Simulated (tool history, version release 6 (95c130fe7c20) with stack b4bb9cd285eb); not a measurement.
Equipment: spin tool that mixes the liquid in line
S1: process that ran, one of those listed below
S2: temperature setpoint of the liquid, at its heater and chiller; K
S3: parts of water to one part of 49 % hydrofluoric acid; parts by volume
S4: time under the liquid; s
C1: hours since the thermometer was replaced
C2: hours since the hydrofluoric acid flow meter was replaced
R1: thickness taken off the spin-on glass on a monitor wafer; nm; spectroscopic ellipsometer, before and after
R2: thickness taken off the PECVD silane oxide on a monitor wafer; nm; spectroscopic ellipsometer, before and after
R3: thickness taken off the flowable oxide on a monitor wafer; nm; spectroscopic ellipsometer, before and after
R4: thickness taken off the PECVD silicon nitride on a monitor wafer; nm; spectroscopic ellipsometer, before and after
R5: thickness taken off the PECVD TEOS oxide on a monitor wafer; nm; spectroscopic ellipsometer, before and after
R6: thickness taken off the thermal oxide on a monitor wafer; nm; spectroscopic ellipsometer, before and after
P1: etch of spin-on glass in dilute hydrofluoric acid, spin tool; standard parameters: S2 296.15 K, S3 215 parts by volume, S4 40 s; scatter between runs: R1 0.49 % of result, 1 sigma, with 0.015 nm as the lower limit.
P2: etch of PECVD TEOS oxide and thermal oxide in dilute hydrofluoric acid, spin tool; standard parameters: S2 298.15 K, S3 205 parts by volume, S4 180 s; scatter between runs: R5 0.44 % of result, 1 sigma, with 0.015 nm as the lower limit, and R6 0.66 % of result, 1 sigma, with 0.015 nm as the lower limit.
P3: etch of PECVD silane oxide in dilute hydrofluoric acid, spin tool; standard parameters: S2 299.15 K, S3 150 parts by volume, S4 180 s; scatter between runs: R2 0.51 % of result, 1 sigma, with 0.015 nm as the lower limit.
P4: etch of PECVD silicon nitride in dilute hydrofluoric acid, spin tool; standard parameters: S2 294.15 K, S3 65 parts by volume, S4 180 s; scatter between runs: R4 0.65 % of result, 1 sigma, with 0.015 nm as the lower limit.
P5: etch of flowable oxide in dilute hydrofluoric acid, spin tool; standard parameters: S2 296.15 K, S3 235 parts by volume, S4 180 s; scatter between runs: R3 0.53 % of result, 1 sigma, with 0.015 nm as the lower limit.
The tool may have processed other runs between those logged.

run,day,S1,S2,S3,S4,C1,C2,R1,R2,R3,R4,R5,R6
1,0.158,P1,296.15,215,40,1542.7,360.3,6.4504,,,,,
2,0.296,P3,299.15,35,180,1546,363.6,,94.247,,,,
3,0.4,P3,307.15,150,180,1548.5,366.1,,24.872,,,,
4,0.571,P5,290.15,235,180,1552.6,370.2,,,16.072,,,
5,0.762,P4,294.15,95,180,1557.2,374.8,,,,2.5623,,
6,0.917,P2,290.65,205,180,1560.9,378.5,,,,,5.1888,2.9302
7,1.112,P4,290.15,65,180,1565.6,383.2,,,,2.8164,,
8,1.288,P1,296.15,215,15,1569.8,387.4,2.3795,,,,,
9,1.475,P1,291.65,215,40,1574.3,391.9,5.4314,,,,,
10,1.583,P4,294.15,65,180,1576.9,394.5,,,,3.7824,,
11,1.717,P1,296.15,100,15,1580.1,397.7,5.8857,,,,,
12,1.821,P3,299.15,150,180,1582.6,400.2,,18.859,,,,
13,1.946,P1,296.15,380,40,1585.6,403.2,3.1007,,,,,
14,2.142,P1,296.15,110,40,1590.3,407.9,14.023,,,,,
15,2.329,P4,294.15,65,180,1594.8,412.4,,,,3.6885,,
16,2.429,P5,296.15,130,180,1597.2,414.8,,,40.708,,,
17,2.558,P2,298.15,335,180,1600.3,417.9,,,,,3.7076,2.0327
18,2.708,P1,296.15,215,40,1603.9,421.5,6.3812,,,,,
19,2.838,P1,296.15,370,20,1607,424.6,1.5846,,,,,
20,3.038,P5,296.15,235,180,1611.8,429.4,,,20.09,,,
# day 3.096: hydrofluoric acid flow meter replaced
21,3.146,P2,298.15,205,65,1614.4,1.3,,,,,2.4845,1.384
22,3.346,P1,296.15,215,40,1619.2,6.1,6.43,,,,,
23,3.508,P4,294.15,65,300,1623.1,10,,,,6.1987,,
24,3.604,P3,299.15,150,20,1625.4,12.3,,2.1094,,,,
25,3.779,P5,296.15,235,305,1629.6,16.5,,,34.187,,,
26,3.904,P1,296.15,215,40,1632.6,19.5,6.3732,,,,,
27,4.079,P1,302.15,215,40,1636.8,23.7,8.0266,,,,,
28,4.221,P2,298.15,205,180,1640.2,27.1,,,,,6.8772,3.8751
29,4.396,P1,296.15,215,65,1644.4,31.3,10.431,,,,,
30,4.538,P1,296.15,215,40,1647.8,34.7,6.433,,,,,

Predict the results of run 31:
31,4.704,P1,296.15,215,40,1651.8,38.7,?,,,,,

R1: 6.1863 nm

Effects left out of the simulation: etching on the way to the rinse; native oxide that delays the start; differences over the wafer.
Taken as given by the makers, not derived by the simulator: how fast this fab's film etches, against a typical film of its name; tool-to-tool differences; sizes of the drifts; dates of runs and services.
